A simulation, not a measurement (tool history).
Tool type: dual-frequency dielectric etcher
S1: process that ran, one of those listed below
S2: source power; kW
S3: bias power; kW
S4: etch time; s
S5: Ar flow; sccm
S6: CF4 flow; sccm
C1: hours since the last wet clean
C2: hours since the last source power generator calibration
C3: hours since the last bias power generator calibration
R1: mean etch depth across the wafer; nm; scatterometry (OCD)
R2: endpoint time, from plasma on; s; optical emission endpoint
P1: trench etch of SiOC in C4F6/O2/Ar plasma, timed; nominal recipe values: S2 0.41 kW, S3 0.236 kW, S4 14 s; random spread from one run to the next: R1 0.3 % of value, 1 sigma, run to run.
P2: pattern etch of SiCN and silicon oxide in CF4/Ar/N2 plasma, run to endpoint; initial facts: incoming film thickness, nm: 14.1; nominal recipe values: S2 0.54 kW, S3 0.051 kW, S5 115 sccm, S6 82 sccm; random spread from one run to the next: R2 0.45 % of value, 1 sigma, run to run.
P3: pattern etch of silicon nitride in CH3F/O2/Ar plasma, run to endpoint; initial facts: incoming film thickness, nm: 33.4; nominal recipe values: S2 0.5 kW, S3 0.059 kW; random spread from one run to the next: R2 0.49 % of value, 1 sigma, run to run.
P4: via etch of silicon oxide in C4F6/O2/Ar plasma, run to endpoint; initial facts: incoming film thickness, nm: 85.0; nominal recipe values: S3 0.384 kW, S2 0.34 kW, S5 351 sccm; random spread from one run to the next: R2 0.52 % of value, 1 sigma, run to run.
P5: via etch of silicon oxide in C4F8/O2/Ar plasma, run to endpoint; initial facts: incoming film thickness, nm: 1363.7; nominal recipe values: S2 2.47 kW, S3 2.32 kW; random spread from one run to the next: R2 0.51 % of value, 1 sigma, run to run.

{"run": 1, "day": 0.717, "S1": "P1", "S2": 0.41, "S3": 0.236, "S4": 14, "C1": 296.7, "C2": 530, "C3": 2638.1, "R1": 32.192}
{"run": 2, "day": 1.075, "S1": "P1", "S2": 0.41, "S3": 0.236, "S4": 19.5, "C1": 305.3, "C2": 538.6, "C3": 2646.7, "R1": 45.063}
{"run": 3, "day": 1.504, "S1": "P5", "S2": 2.47, "S3": 2.32, "C1": 315.6, "C2": 548.9, "C3": 2657, "R2": 235.63}
{"run": 4, "day": 1.996, "S1": "P2", "S2": 0.54, "S3": 0.031, "S5": 115, "S6": 82, "C1": 327.4, "C2": 560.7, "C3": 2668.8, "R2": 17.854}
{"run": 5, "day": 2.792, "S1": "P1", "S2": 0.41, "S3": 0.236, "S4": 14, "C1": 346.5, "C2": 579.8, "C3": 2687.9, "R1": 32.315}
{"run": 6, "day": 3.279, "S1": "P4", "S2": 0.26, "S3": 0.384, "S5": 351, "C1": 358.2, "C2": 591.5, "C3": 2699.6, "R2": 23.859}
{"run": 7, "day": 3.962, "S1": "P2", "S2": 0.54, "S3": 0.051, "S5": 115, "S6": 110, "C1": 374.6, "C2": 607.9, "C3": 2716, "R2": 14.69}
{"run": 8, "day": 4.354, "S1": "P3", "S2": 0.5, "S3": 0.059, "C1": 384, "C2": 617.3, "C3": 2725.4, "R2": 46.636}
{"run": 9, "day": 4.729, "S1": "P1", "S2": 0.41, "S3": 0.298, "S4": 14, "C1": 393, "C2": 626.3, "C3": 2734.4, "R1": 34.877}
{"run": 10, "day": 5.425, "S1": "P1", "S2": 0.51, "S3": 0.303, "S4": 14, "C1": 409.7, "C2": 643, "C3": 2751.1, "R1": 38.423}
{"run": 11, "day": 6.021, "S1": "P5", "S2": 2.47, "S3": 1.677, "C1": 424, "C2": 657.3, "C3": 2765.4, "R2": 257.37}
{"run": 12, "day": 6.8, "S1": "P2", "S2": 0.54, "S3": 0.051, "S5": 115, "S6": 82, "C1": 442.7, "C2": 676, "C3": 2784.1, "R2": 15.58}
{"run": 13, "day": 7.246, "S1": "P1", "S2": 0.41, "S3": 0.236, "S4": 9.5, "C1": 453.4, "C2": 686.7, "C3": 2794.8, "R1": 21.851}
{"run": 14, "day": 7.967, "S1": "P3", "S2": 0.62, "S3": 0.059, "C1": 470.7, "C2": 704, "C3": 2812.1, "R2": 43.64}
{"run": 15, "day": 8.571, "S1": "P3", "S2": 0.5, "S3": 0.046, "C1": 485.2, "C2": 718.5, "C3": 2826.6, "R2": 50.498}
{"run": 16, "day": 9.196, "S1": "P1", "S2": 0.41, "S3": 0.236, "S4": 14, "C1": 500.2, "C2": 733.5, "C3": 2841.6, "R1": 32.314}
{"run": 17, "day": 9.692, "S1": "P4", "S2": 0.34, "S3": 0.384, "S5": 490, "C1": 512.1, "C2": 745.4, "C3": 2853.5, "R2": 22.415}
{"run": 18, "day": 10.338, "S1": "P4", "S2": 0.34, "S3": 0.384, "S5": 351, "C1": 527.6, "C2": 760.9, "C3": 2869, "R2": 21.75}
{"run": 19, "day": 10.879, "S1": "P1", "S2": 0.24, "S3": 0.236, "S4": 14, "C1": 540.6, "C2": 773.9, "C3": 2882, "R1": 26.497}
{"run": 20, "day": 11.483, "S1": "P4", "S2": 0.34, "S3": 0.486, "S5": 351, "C1": 555.1, "C2": 788.4, "C3": 2896.5, "R2": 19.984}
{"run": 21, "day": 12.229, "S1": "P1", "S2": 0.5, "S3": 0.236, "S4": 14, "C1": 573, "C2": 806.3, "C3": 2914.4, "R1": 34.882}
{"run": 22, "day": 12.892, "S1": "P2", "S2": 0.74, "S3": 0.051, "S5": 115, "S6": 82, "C1": 588.9, "C2": 822.2, "C3": 2930.3, "R2": 11.651}
{"run": 23, "day": 13.642, "S1": "P1", "S2": 0.41, "S3": 0.141, "S4": 14, "C1": 606.9, "C2": 840.2, "C3": 2948.3, "R1": 27.432}
{"run": 24, "day": 14.367, "S1": "P5", "S2": 1.76, "S3": 2.32, "C1": 624.3, "C2": 857.6, "C3": 2965.7, "R2": 271.83}
{"run": 25, "day": 14.833, "S1": "P3", "S2": 0.5, "S3": 0.059, "C1": 635.5, "C2": 868.8, "C3": 2976.9, "R2": 46.899}
{"run": 26, "day": 15.267, "S1": "P1", "S2": 0.41, "S3": 0.236, "S4": 14, "C1": 645.9, "C2": 879.2, "C3": 2987.3, "R1": 32.255}
{"run": 27, "day": 16.042, "S1": "P2", "S2": 0.54, "S3": 0.051, "S5": 160, "S6": 82, "C1": 664.5, "C2": 897.8, "C3": 3005.9, "R2": 16.378}
{"run": 28, "day": 16.592, "S1": "P1", "S2": 0.41, "S3": 0.236, "S4": 14, "C1": 677.7, "C2": 911, "C3": 3019.1, "R1": 32.281}
{"run": 29, "day": 17.079, "S1": "P1", "S2": 0.41, "S3": 0.236, "S4": 14, "C1": 689.4, "C2": 922.7, "C3": 3030.8, "R1": 32.59}
{"run": 30, "day": 17.854, "S1": "P1", "S2": 0.41, "S3": 0.236, "S4": 14, "C1": 708, "C2": 941.3, "C3": 3049.4, "R1": 32.752}
{"run": 31, "day": 18.371, "S1": "P1", "S2": 0.41, "S3": 0.236, "S4": 14, "C1": 720.4, "C2": 953.7, "C3": 3061.8, "R1": 32.748}
{"run": 32, "day": 19.067, "S1": "P1", "S2": 0.41, "S3": 0.236, "S4": 14, "C1": 737.1, "C2": 970.4, "C3": 3078.5, "R1": 32.727}
{"day": 19.167, "done": "wet clean of the chamber"}
{"run": 33, "day": 19.446, "S1": "P1", "S2": 0.41, "S3": 0.236, "S4": 14, "C1": 6.7, "C2": 979.5, "C3": 3087.6, "R1": 32.887}
{"run": 34, "day": 20.2, "S1": "P1", "S2": 0.41, "S3": 0.236, "S4": 14, "C1": 24.8, "C2": 997.6, "C3": 3105.7, "R1": 32.878}

The log shows P1 creeping away from where it was. Any of the 2 causes listed here, at the size stated for it, fits the log just as well as the others:
A: source power that arrives over what is set, % = 3.99
B: bias power that arrives over what is set, % = 4.57
The creep began at about day 16.592.
Excluded causes, each with its reason:
chamber walls in a state that raises the etch rate, %: its service at day 19.167 followed the start of the drift and did not put the process back to its old value

Below are 4 check runs, each averaged over 2 wafers, with their results shown as question marks. Which of them would give clearly different results depending on which cause is behind the drift?
{"run": "check 1", "day": 20.954, "S1": "P5", "S2": 2.02, "S3": 1.727, "R2": "?"}
{"run": "check 2", "day": 20.954, "S1": "P4", "S2": 0.34, "S3": 0.384, "S5": 449, "R2": "?"}
{"run": "check 3", "day": 20.954, "S1": "P2", "S2": 0.54, "S3": 0.033, "S5": 115, "S6": 104, "R2": "?"}
{"run": "check 4", "day": 20.954, "S1": "P3", "S2": 0.6, "S3": 0.059, "R2": "?"}

Check results expected under each cause:
check=check_1 result=R2 if_A=274.32 if_B=275.24
check=check_2 result=R2 if_A=22.047 if_B=22.01
check=check_3 result=R2 if_A=16.207 if_B=16.602
check=check_4 result=R2 if_A=43.112 if_B=43.157
Separation of the two closest causes in each check, using whichever result separates them best: check 1 0.34 %; check 2 0.17 %; check 3 2.41 %; check 4 0.1 %
Of the check runs offered, only check 3 discriminates between the causes; the rest would read about the same regardless of which cause applies.

Running check 3 produced the following: R2 16.657 s. Which one of the listed causes fits?

B is the cause: bias power that arrives over what is set, %.

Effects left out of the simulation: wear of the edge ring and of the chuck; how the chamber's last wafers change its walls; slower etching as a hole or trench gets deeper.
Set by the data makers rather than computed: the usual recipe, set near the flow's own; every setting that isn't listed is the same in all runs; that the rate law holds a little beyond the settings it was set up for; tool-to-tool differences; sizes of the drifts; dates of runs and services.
